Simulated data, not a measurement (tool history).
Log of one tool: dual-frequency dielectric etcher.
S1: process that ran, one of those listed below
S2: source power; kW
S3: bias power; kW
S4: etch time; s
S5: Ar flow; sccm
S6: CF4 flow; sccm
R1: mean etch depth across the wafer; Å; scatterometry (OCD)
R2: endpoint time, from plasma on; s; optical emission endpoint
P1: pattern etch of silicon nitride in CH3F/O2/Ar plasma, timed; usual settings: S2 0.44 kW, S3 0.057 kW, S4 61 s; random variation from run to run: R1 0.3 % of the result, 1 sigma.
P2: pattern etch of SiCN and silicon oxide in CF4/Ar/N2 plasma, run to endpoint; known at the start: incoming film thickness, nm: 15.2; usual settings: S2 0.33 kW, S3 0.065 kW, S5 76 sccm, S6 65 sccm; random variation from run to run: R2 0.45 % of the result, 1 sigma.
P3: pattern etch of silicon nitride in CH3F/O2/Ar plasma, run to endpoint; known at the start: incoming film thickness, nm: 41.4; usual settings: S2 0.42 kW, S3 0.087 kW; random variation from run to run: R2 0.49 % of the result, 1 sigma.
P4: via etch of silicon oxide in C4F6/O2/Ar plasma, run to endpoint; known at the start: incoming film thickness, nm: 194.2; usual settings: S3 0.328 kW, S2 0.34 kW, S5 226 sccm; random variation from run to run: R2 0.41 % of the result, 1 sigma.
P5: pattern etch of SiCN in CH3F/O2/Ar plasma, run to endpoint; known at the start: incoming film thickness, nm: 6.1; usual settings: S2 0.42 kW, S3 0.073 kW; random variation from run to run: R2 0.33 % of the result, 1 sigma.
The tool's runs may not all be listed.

| run | hour | S1 | S2 | S3 | S4 | S5 | S6 | R1 | R2 |
|---|---|---|---|---|---|---|---|---|---|
| 1 | 5.6 | P1 | 0.44 | 0.057 | 61 |  |  | 397.78 |  |
| 2 | 15.6 | P2 | 0.33 | 0.065 |  | 45 | 65 |  | 21.803 |
| 3 | 22.3 | P2 | 0.26 | 0.065 |  | 76 | 65 |  | 28.821 |
| 4 | 31.6 | P1 | 0.44 | 0.077 | 61 |  |  | 439.66 |  |
|  | 33.6 | wet clean of the chamber |
| 5 | 40.7 | P5 | 0.42 | 0.102 |  |  |  |  | 14.082 |
| 6 | 48.5 | P3 | 0.42 | 0.087 |  |  |  |  | 55.564 |
| 7 | 54.9 | P2 | 0.33 | 0.065 |  | 76 | 92 |  | 22.281 |
| 8 | 60.7 | P1 | 0.44 | 0.035 | 61 |  |  | 342.68 |  |
| 9 | 68.5 | P2 | 0.33 | 0.08 |  | 76 | 65 |  | 21.636 |
| 10 | 74.7 | P3 | 0.42 | 0.122 |  |  |  |  | 48.723 |
| 11 | 80.6 | P2 | 0.33 | 0.065 |  | 76 | 65 |  | 23.172 |
| 12 | 89.7 | P4 | 0.34 | 0.328 |  | 182 |  |  | 50.016 |
| 13 | 97.5 | P1 | 0.6 | 0.057 | 61 |  |  | 446.16 |  |
| 14 | 105.5 | P1 | 0.44 | 0.057 | 61 |  |  | 397.06 |  |
| 15 | 113 | P4 | 0.34 | 0.328 |  | 226 |  |  | 51.448 |
| 16 | 124.3 | P4 | 0.34 | 0.41 |  | 226 |  |  | 47.591 |
| 17 | 130.2 | P1 | 0.44 | 0.057 | 83.5 |  |  | 543.3 |  |
| 18 | 141.1 | P5 | 0.42 | 0.073 |  |  |  |  | 15.924 |
| 19 | 146.5 | P1 | 0.34 | 0.057 | 61 |  |  | 359.91 |  |
| 20 | 156.2 | P5 | 0.54 | 0.073 |  |  |  |  | 14.529 |
| 21 | 166.6 | P1 | 0.29 | 0.036 | 61 |  |  | 292.74 |  |
| 22 | 176.5 | P3 | 0.28 | 0.087 |  |  |  |  | 64.12 |
| 23 | 183.6 | P3 | 0.42 | 0.087 |  |  |  |  | 54.977 |
| 24 | 191.4 | P1 | 0.44 | 0.057 | 43.5 |  |  | 284.39 |  |
| 25 | 198.6 | P4 | 0.25 | 0.328 |  | 226 |  |  | 57.808 |
| 26 | 209.5 | P1 | 0.44 | 0.057 | 61 |  |  | 395.94 |  |
| 27 | 216.4 | P1 | 0.44 | 0.057 | 61 |  |  | 396.37 |  |
| 28 | 222.5 | P1 | 0.44 | 0.057 | 61 |  |  | 397.18 |  |
| 29 | 232.1 | P1 | 0.44 | 0.057 | 61 |  |  | 393.57 |  |

Run 30 comes next. What will it give?
| 30 | 237.3 | P1 | 0.44 | 0.057 | 61 |  |  | ? |  |

R1: 394.43 Å
